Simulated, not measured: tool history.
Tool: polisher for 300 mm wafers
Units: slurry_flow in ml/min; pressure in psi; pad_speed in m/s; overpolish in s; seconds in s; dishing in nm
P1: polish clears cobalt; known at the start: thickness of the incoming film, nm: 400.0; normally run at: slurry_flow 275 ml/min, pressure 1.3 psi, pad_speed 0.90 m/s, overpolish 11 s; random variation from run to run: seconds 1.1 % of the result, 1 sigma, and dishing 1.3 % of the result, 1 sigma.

Run 1, day 0.267: slurry_flow 275 ml/min, pressure 1.3 psi, pad_speed 0.90 m/s, overpolish 11 s. Result: seconds 144.610 s, dishing 19.6690 nm.
Run 2, day 0.496: slurry_flow 275 ml/min, pressure 1.3 psi, pad_speed 0.90 m/s, overpolish 11 s. Result: seconds 144.840 s, dishing 19.7550 nm.
Run 3, day 0.725: slurry_flow 275 ml/min, pressure 1.3 psi, pad_speed 0.90 m/s, overpolish 11 s. Result: seconds 142.930 s, dishing 19.8980 nm.
Run 4, day 0.904: slurry_flow 275 ml/min, pressure 2.0 psi, pad_speed 0.90 m/s, overpolish 6 s. Result: seconds 94.040 s, dishing 17.1760 nm.
Run 5, day 1.112: slurry_flow 275 ml/min, pressure 2.1 psi, pad_speed 0.90 m/s, overpolish 11 s. Result: seconds 89.769 s, dishing 24.6360 nm.
Run 6, day 1.250: slurry_flow 275 ml/min, pressure 1.3 psi, pad_speed 0.90 m/s, overpolish 3 s. Result: seconds 147.230 s, dishing 7.3401 nm.
Run 7, day 1.417: slurry_flow 275 ml/min, pressure 1.3 psi, pad_speed 0.90 m/s, overpolish 11 s. Result: seconds 144.130 s, dishing 19.4820 nm.
Run 8, day 1.675: slurry_flow 275 ml/min, pressure 1.3 psi, pad_speed 0.90 m/s, overpolish 22 s. Result: seconds 143.270 s, dishing 26.8340 nm.
Run 9, day 1.812: slurry_flow 165 ml/min, pressure 1.3 psi, pad_speed 0.90 m/s, overpolish 11 s. Result: seconds 151.520 s, dishing 18.9650 nm.
Run 10, day 2.071: slurry_flow 275 ml/min, pressure 1.3 psi, pad_speed 0.40 m/s, overpolish 11 s. Result: seconds 317.950 s, dishing 10.8950 nm.
Run 11, day 2.208: slurry_flow 275 ml/min, pressure 1.3 psi, pad_speed 0.90 m/s, overpolish 11 s. Result: seconds 143.410 s, dishing 19.4010 nm.
Run 12, day 2.325: slurry_flow 275 ml/min, pressure 1.3 psi, pad_speed 0.90 m/s, overpolish 11 s. Result: seconds 143.430 s, dishing 19.6720 nm.
Run 13, day 2.579: slurry_flow 275 ml/min, pressure 1.3 psi, pad_speed 1.34 m/s, overpolish 11 s. Result: seconds 95.521 s, dishing 24.1030 nm.
Run 14, day 2.779: slurry_flow 375 ml/min, pressure 1.3 psi, pad_speed 0.90 m/s, overpolish 11 s. Result: seconds 142.180 s, dishing 19.7390 nm.
Run 15, day 2.979: slurry_flow 275 ml/min, pressure 0.6 psi, pad_speed 0.90 m/s, overpolish 11 s. Result: seconds 317.900 s, dishing 11.5100 nm.
Run 16, day 3.158: slurry_flow 275 ml/min, pressure 1.3 psi, pad_speed 0.90 m/s, overpolish 11 s. Result: seconds 142.730 s, dishing 20.0920 nm.
Run 17, day 3.292: slurry_flow 275 ml/min, pressure 1.3 psi, pad_speed 0.90 m/s, overpolish 11 s. Result: seconds 148.840 s, dishing 19.1230 nm.
Run 18, day 3.508: slurry_flow 275 ml/min, pressure 1.3 psi, pad_speed 0.90 m/s, overpolish 11 s. Result: seconds 148.050 s, dishing 19.2230 nm.
Run 19, day 3.667: slurry_flow 275 ml/min, pressure 1.3 psi, pad_speed 0.90 m/s, overpolish 11 s. Result: seconds 151.720 s, dishing 19.2190 nm.
Run 20, day 3.829: slurry_flow 275 ml/min, pressure 1.3 psi, pad_speed 0.90 m/s, overpolish 11 s. Result: seconds 149.040 s, dishing 19.2470 nm.
At day 3.858: head pressure recalibrated.
Run 21, day 4.083: slurry_flow 275 ml/min, pressure 1.3 psi, pad_speed 0.90 m/s, overpolish 11 s. Result: seconds 155.430 s, dishing 18.7830 nm.
Run 22, day 4.254: slurry_flow 275 ml/min, pressure 1.3 psi, pad_speed 0.90 m/s, overpolish 11 s. Result: seconds 153.000 s, dishing 18.9150 nm.
Run 23, day 4.462: slurry_flow 275 ml/min, pressure 1.3 psi, pad_speed 0.90 m/s, overpolish 11 s. Result: seconds 152.700 s, dishing 18.9560 nm.
Run 24, day 4.629: slurry_flow 275 ml/min, pressure 1.3 psi, pad_speed 0.90 m/s, overpolish 11 s. Result: seconds 153.030 s, dishing 18.7140 nm.

What P1 gives has crept away from where it was. These 2 causes fit the log equally well, each at the size given:
A: slurry flow missing at the pad, % = 36.7
B: removal rate lost through wear of the pad, % = 5.45
The creep began at about day 3.158.
Why every other cause is out:
head's pressure below its setpoint, %: serviced at day 3.858, which brought nothing back

4 check runs are offered, each on 5 wafers whose results are averaged, their results left as question marks. Which one tells the causes apart?
Run check 1, day 4.796: slurry_flow 275 ml/min, pressure 1.3 psi, pad_speed 1.24 m/s, overpolish 3 s. Result: seconds ?, dishing ?.
Run check 2, day 4.796: slurry_flow 275 ml/min, pressure 1.3 psi, pad_speed 0.40 m/s, overpolish 19 s. Result: seconds ?, dishing ?.
Run check 3, day 4.796: slurry_flow 275 ml/min, pressure 1.3 psi, pad_speed 1.20 m/s, overpolish 21 s. Result: seconds ?, dishing ?.
Run check 4, day 4.796: slurry_flow 165 ml/min, pressure 1.8 psi, pad_speed 0.90 m/s, overpolish 11 s. Result: seconds ?, dishing ?.

What each check would give under each cause:
  check   result     if A     if B
check 1  seconds  110.700  110.690
check 1  dishing   9.2448   9.2455
check 2  seconds  343.170  343.140
check 2  dishing  16.1340  16.1350
check 3  seconds  114.390  114.380
check 3  dishing  27.9140  27.9150
check 4  seconds  121.550  117.470
check 4  dishing  21.3840  21.7590
How far apart the two closest causes lie, in the result that separates them most: check 1 0.01 %; check 2 0.01 %; check 3 0.01 %; check 4 3.41 %
Check 4 tells the causes apart: in the others they would give nearly the same result.

Then check 4 was run and gave: seconds 118.190 s; dishing 21.7410 nm. Which cause is it?

It is B: removal rate lost through wear of the pad, %.
